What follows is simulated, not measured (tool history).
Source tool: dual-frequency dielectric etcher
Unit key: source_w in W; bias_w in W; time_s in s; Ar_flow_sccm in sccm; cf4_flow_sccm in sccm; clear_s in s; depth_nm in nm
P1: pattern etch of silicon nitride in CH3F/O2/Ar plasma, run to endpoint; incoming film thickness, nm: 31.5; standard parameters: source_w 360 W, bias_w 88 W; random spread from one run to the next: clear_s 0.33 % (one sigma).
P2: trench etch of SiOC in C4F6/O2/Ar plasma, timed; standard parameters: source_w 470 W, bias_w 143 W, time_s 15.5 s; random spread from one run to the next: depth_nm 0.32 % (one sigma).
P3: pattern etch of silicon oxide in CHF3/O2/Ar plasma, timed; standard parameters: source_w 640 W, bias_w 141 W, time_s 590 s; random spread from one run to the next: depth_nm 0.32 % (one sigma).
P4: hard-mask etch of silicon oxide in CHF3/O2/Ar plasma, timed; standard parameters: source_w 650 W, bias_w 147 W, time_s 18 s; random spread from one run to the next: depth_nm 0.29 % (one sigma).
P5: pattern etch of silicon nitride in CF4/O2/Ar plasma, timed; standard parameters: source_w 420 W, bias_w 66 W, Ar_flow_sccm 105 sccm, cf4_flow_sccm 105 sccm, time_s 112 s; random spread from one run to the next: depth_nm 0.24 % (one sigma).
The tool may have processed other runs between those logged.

run	hour	process	source_w	bias_w	time_s	Ar_flow_sccm	cf4_flow_sccm	clear_s	depth_nm
1	6.3	P1	360	88				42.432	
2	9.5	P4	650	92	18				29.36
3	13.5	P3	640	141	442				834.38
4	18.7	P5	420	66	136.5	105	105		250.46
5	22.1	P4	910	147	18				38.375
6	26.6	P5	420	39	112	105	105		169.17
7	32.7	P3	640	141	590				1114.9
8	37.8	P5	320	66	112	105	105		162.58
9	42.1	P4	650	147	18				33.739
10	47.5	P2	470	143	22				45.865
11	51.1	P5	420	66	112	75	105		212.48
12	55.5	P1	360	88				42.645	
13	60.3	P4	650	147	18				33.764
14	64.5	P3	640	196	590				1249.3
15	70.7	P1	360	110				39.072	
16	76	P4	650	147	23.5				44.112
17	80.5	P1	450	88				39.078	
18	86.8	P3	390	141	590				918.9
19	90.1	P2	470	182	15.5				34.557
20	94.3	P1	360	55				50.213	
21	98.4	P5	420	66	112	105	137		212.34
22	104.4	P2	470	143	15.5				32.252
23	109.2	P5	420	66	112	105	105		206.05
24	113.6	P2	470	143	15.5				32.257
25	117.5	P2	660	143	15.5				36.949
26	120.8	P5	420	66	112	105	105		205.8
27	123.9	P1	260	88				48.195	
28	127.9	P1	360	88				42.484	
29	133.5	P1	250	107				45.271	
30	136.9	P1	360	88				42.578	
31	140.3	P1	360	88				42.545	
32	143.9	P1	360	88				42.625	
33	150.1	P1	360	88				42.44	
34	156.1	P1	360	88				42.256	
35	161.7	P1	360	88				42.389	
# hour 164.2: wet clean of the chamber
36	166.3	P1	360	88				41.925	
37	172.2	P1	360	88				41.65	
38	176.5	P1	360	88				42.146	
39	179.6	P1	360	88				41.985	
40	182.4	P1	360	88				41.795	
41	186.3	P1	360	88				41.995	
42	190.5	P1	360	88				41.913	
43	194.4	P1	360	88				41.734	

Compared with where it was, what P1 gives has crept away. Each cause listed below fits the log as well as the rest, at the size given for it:
A: bias power that arrives over what is set, % = 4.6
B: source power that arrives over what is set, % = 4.44
Onset of the creep was near hour 143.9.
Other possible causes, and why each is ruled out:
chamber walls in a state that raises the etch rate, %: was serviced at hour 164.2, once the creep was under way, yet the earlier output never came back

Consider the 4 single-wafer check runs listed below, results given as question marks: which one distinguishes between the causes by giving clearly different results for each?
check 1	198.3	P3	640	186	590				?
check 2	198.3	P4	880	97	18				?
check 3	198.3	P2	470	143	21.5				?
check 4	198.3	P5	420	49	112	105	105		?

Predicted outcomes, by check and by cause:
check	result	if A	if B
check 1	depth_nm	1242	1243.8
check 2	depth_nm	33.988	34.15
check 3	depth_nm	45.319	45.493
check 4	depth_nm	186.58	190.5
Minimum pairwise separation of causes per check, each pair taken at its best-separating result: check 1 0.14 %; check 2 0.48 %; check 3 0.38 %; check 4 2.08 %
Check 4 distinguishes between the causes, while the remaining checks would return nearly the same result for all of them.

Check 4 has now been run. It gave: depth_nm 186.29 nm. Which of the candidate causes is it?

It was cause A: bias power that arrives over what is set, %.
